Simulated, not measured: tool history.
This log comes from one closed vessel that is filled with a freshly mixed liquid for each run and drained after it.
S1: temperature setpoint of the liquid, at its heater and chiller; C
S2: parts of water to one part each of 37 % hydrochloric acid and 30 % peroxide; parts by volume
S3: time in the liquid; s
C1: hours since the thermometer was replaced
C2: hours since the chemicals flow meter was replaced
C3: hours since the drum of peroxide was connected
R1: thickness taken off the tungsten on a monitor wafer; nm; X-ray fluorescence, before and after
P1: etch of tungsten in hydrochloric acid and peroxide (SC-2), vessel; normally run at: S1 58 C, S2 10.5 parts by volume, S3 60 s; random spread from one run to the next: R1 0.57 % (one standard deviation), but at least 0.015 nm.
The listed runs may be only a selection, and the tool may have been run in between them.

run,hour,S1,S2,S3,C1,C2,C3,R1
1,4.1,58,10.5,60,868.6,497.7,153.3,18.602
2,7.7,58,16.5,60,872.2,501.3,156.9,12.736
# hour 8: thermometer replaced
3,10.6,58,17.5,35,2.7,504.2,159.8,6.9305
4,12.9,58,10.5,110,5,506.5,162.1,33.82
5,17.1,58,10.5,60,9.2,510.7,166.3,18.774
6,20.8,58,10.5,60,12.9,514.4,170,18.567
7,25.6,58,10.5,60,17.7,519.2,174.8,18.606
8,30.5,58,4,60,22.6,524.1,179.7,38.991
9,34,58,10.5,30,26.1,527.6,183.2,9.2523
10,37.3,67,10.5,60,29.4,530.9,186.5,32.565
11,41.4,41,10.5,60,33.5,535,190.6,5.9731
12,44.8,58,10.5,60,36.9,538.4,194,18.764
13,47.6,58,10.5,60,39.7,541.2,196.8,18.296
14,51.1,58,10.5,60,43.2,544.7,200.3,17.923
15,54.7,58,10.5,60,46.8,548.3,203.9,17.657
16,59.5,58,10.5,60,51.6,553.1,208.7,17.483
# hour 61.3: new drum of peroxide connected
17,63.6,58,10.5,60,55.7,557.2,2.4,17.526
18,66.4,58,10.5,60,58.5,560,5.2,17.243
19,69.1,58,10.5,60,61.2,562.7,7.9,17.247
20,73,58,10.5,60,65.1,566.6,11.8,17.404
21,77.7,58,10.5,60,69.8,571.3,16.5,17.101

The log shows P1 creeping away from where it was. Any of the 2 causes listed here, at the size stated for it, fits the log just as well as the others:
A: chemicals flow below the setpoint (%) = 9.03
B: liquid colder than its thermometer reads (K) = 1.26
Onset of the creep was near hour 44.8.
All other causes, with the reason each is excluded:
peroxide weaker than its label (%): its service at hour 61.3 followed the start of the drift and did not put the process back to its old value

Consider the 4 check runs below, whose results appear as question marks and each of which averages 3 wafers. Which one distinguishes the causes, in that each cause would give it a clearly different result?
check 1,82.4,47.5,10.5,60,,,,?
check 2,82.4,44,4,60,,,,?
check 3,82.4,64,10.5,60,,,,?
check 4,82.4,46.5,10.5,60,,,,?

Check results expected under each cause:
check,result,if A,if B
check 1,R1,8.6608,8.6125
check 2,R1,14.428,14.093
check 3,R1,25.066,25.131
check 4,R1,8.092,8.0425
How far apart the two closest causes lie, in the result that separates them most: check 1 0.56 %; check 2 2.35 %; check 3 0.26 %; check 4 0.61 %
Of the check runs offered, only check 2 discriminates between the causes; the rest would read about the same regardless of which cause applies.

Check 2 was carried out, with these results: R1 14.172 nm. Which of the listed causes is responsible?

The correct cause is B, namely: liquid colder than its thermometer reads (K).

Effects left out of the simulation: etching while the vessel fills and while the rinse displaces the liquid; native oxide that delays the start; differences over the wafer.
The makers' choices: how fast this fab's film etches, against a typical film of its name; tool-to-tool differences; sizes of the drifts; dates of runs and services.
